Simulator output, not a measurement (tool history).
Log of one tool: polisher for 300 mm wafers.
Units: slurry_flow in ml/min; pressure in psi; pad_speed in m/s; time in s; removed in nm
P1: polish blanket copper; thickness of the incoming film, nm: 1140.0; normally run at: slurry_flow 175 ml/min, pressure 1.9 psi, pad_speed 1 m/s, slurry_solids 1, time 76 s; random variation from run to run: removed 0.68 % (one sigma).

run 1 hour=7.6 | slurry_flow=175 pressure=1.9 pad_speed=1 slurry_solids=1 time=76 | removed=173.29
run 2 hour=17.1 | slurry_flow=175 pressure=1.9 pad_speed=1 slurry_solids=1 time=76 | removed=172.48
run 3 hour=24 | slurry_flow=175 pressure=1.2 pad_speed=1 slurry_solids=1 time=76 | removed=108.32
run 4 hour=36 | slurry_flow=175 pressure=1.9 pad_speed=1 slurry_solids=1.45 time=76 | removed=186.52
-- hour=41.6 worn pad replaced by a new one
run 5 hour=45.1 | slurry_flow=175 pressure=1.9 pad_speed=1.54 slurry_solids=1 time=76 | removed=262.54
run 6 hour=51.5 | slurry_flow=175 pressure=1.9 pad_speed=1 slurry_solids=0.75 time=76 | removed=161.43
run 7 hour=59.2 | slurry_flow=175 pressure=1.9 pad_speed=0.62 slurry_solids=1 time=76 | removed=107.16
-- hour=62.6 slurry blender recalibrated
run 8 hour=69 | slurry_flow=175 pressure=1.9 pad_speed=1 slurry_solids=1 time=35 | removed=78.266
run 9 hour=75.9 | slurry_flow=105 pressure=1.9 pad_speed=1 slurry_solids=0.65 time=76 | removed=141.13
run 10 hour=84.4 | slurry_flow=175 pressure=1.9 pad_speed=1 slurry_solids=1 time=98 | removed=221.29
run 11 hour=92.8 | slurry_flow=175 pressure=2.9 pad_speed=1 slurry_solids=1 time=76 | removed=262.13
run 12 hour=104.8 | slurry_flow=105 pressure=1.9 pad_speed=1 slurry_solids=1 time=76 | removed=157.03
run 13 hour=111.2 | slurry_flow=255 pressure=1.9 pad_speed=1 slurry_solids=1 time=76 | removed=181.88
-- hour=117.2 slurry nozzle cleaned
run 14 hour=121.3 | slurry_flow=175 pressure=1.9 pad_speed=1 slurry_solids=1 time=76 | removed=173.92
run 15 hour=127.3 | slurry_flow=175 pressure=1.9 pad_speed=1 slurry_solids=1 time=76 | removed=171.11
run 16 hour=138.7 | slurry_flow=175 pressure=1.9 pad_speed=1 slurry_solids=1 time=76 | removed=171.28
run 17 hour=151 | slurry_flow=175 pressure=1.9 pad_speed=1 slurry_solids=1 time=76 | removed=165.53
run 18 hour=157.4 | slurry_flow=175 pressure=1.9 pad_speed=1 slurry_solids=1 time=76 | removed=162.43
run 19 hour=164.7 | slurry_flow=175 pressure=1.9 pad_speed=1 slurry_solids=1 time=76 | removed=162.1
-- hour=172.6 slurry blender recalibrated
run 20 hour=172.8 | slurry_flow=175 pressure=1.9 pad_speed=1 slurry_solids=1 time=76 | removed=160.14
-- hour=173.2 worn pad replaced by a new one
run 21 hour=182.3 | slurry_flow=175 pressure=1.9 pad_speed=1 slurry_solids=1 time=76 | removed=159.59
run 22 hour=193.3 | slurry_flow=175 pressure=1.9 pad_speed=1 slurry_solids=1 time=76 | removed=158.16
run 23 hour=203.3 | slurry_flow=175 pressure=1.9 pad_speed=1 slurry_solids=1 time=76 | removed=155.61
run 24 hour=215.7 | slurry_flow=175 pressure=1.9 pad_speed=1 slurry_solids=1 time=76 | removed=155.46

What P1 gives has crept away from where it was. These 2 causes fit the log equally well, each at the size given:
A: head's pressure below its setpoint, % = 9.04
B: slurry flow missing at the pad, % = 39.5
The creep began at about hour 138.7.
Why every other cause is out:
removal rate lost through wear of the pad, %: serviced at hour 173.2, which brought nothing back
abrasive missing from the slurry, %: serviced at hour 172.6, which brought nothing back

4 check runs are offered, each on 3 wafers whose results are averaged, their results left as question marks. Which one tells the causes apart?
run check 1 hour=228.1 | slurry_flow=175 pressure=1.9 pad_speed=1 slurry_solids=0.8 time=76 | removed=?
run check 2 hour=228.1 | slurry_flow=175 pressure=2.6 pad_speed=1 slurry_solids=1 time=92 | removed=?
run check 3 hour=228.1 | slurry_flow=175 pressure=1.9 pad_speed=0.78 slurry_solids=1 time=76 | removed=?
run check 4 hour=228.1 | slurry_flow=125 pressure=1.9 pad_speed=1 slurry_solids=1 time=76 | removed=?

What each check would give under each cause:
check=check_1 result=removed if_A=148.93 if_B=148.92
check=check_2 result=removed if_A=258.61 if_B=258.6
check=check_3 result=removed if_A=121.77 if_B=121.77
check=check_4 result=removed if_A=147.24 if_B=142.41
How far apart the two closest causes lie, in the result that separates them most: check 1 0 %; check 2 0 %; check 3 0 %; check 4 3.34 %
Only check 4 tells the causes apart: in the others they would give nearly the same result.

Then check 4 was run and gave: removed 142.45 nm. Which cause is it?

It is B: slurry flow missing at the pad, %.

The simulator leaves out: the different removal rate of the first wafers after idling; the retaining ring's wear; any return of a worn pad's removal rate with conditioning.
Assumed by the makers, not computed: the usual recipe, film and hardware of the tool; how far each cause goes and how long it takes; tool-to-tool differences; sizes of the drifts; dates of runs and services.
